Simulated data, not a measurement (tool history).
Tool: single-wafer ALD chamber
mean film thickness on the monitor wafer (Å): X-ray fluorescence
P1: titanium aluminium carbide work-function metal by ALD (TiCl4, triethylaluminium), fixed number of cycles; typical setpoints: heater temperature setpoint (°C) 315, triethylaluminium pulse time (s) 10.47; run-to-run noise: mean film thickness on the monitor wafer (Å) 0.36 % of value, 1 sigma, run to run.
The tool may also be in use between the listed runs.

run,day,heater temperature setpoint (°C),triethylaluminium pulse time (s),hours since the last thermocouple change,hours since the last triethylaluminium bottle change,mean film thickness on the monitor wafer (Å)
1,0.492,315,10.47,745.0,286.2,21.601
2,1.208,339,10.47,762.2,303.4,23.692
3,1.883,315,10.47,778.4,319.6,21.579
4,2.229,315,10.47,786.7,327.9,21.544
5,2.933,298,6.46,803.6,344.8,18.489
6,3.604,315,10.47,819.7,360.9,21.498
7,4.112,303,6.25,831.9,373.1,18.749
8,4.846,303,13.87,849.5,390.7,20.781
9,5.538,315,13.58,866.1,407.3,21.960
10,6.196,315,5.36,881.9,423.1,18.796
11,6.804,315,10.47,896.5,437.7,21.546
12,7.392,315,10.47,910.6,451.8,21.556
13,7.725,315,10.47,918.6,459.8,21.546
14,8.371,293,10.47,934.1,475.3,19.615
15,8.842,315,10.47,945.4,486.6,21.658
16,9.546,315,10.47,962.3,503.5,21.333
17,9.942,315,10.47,971.8,513.0,21.351
18,10.392,315,10.47,982.6,523.8,21.293
19,10.821,315,10.47,992.9,534.1,21.283
20,11.567,315,10.47,1010.8,552.0,21.251

Run 21, settings as shown, results not yet in. Your forecast:
21,12.129,315,10.47,1024.3,565.5,?

mean film thickness on the monitor wafer (Å): 21.312
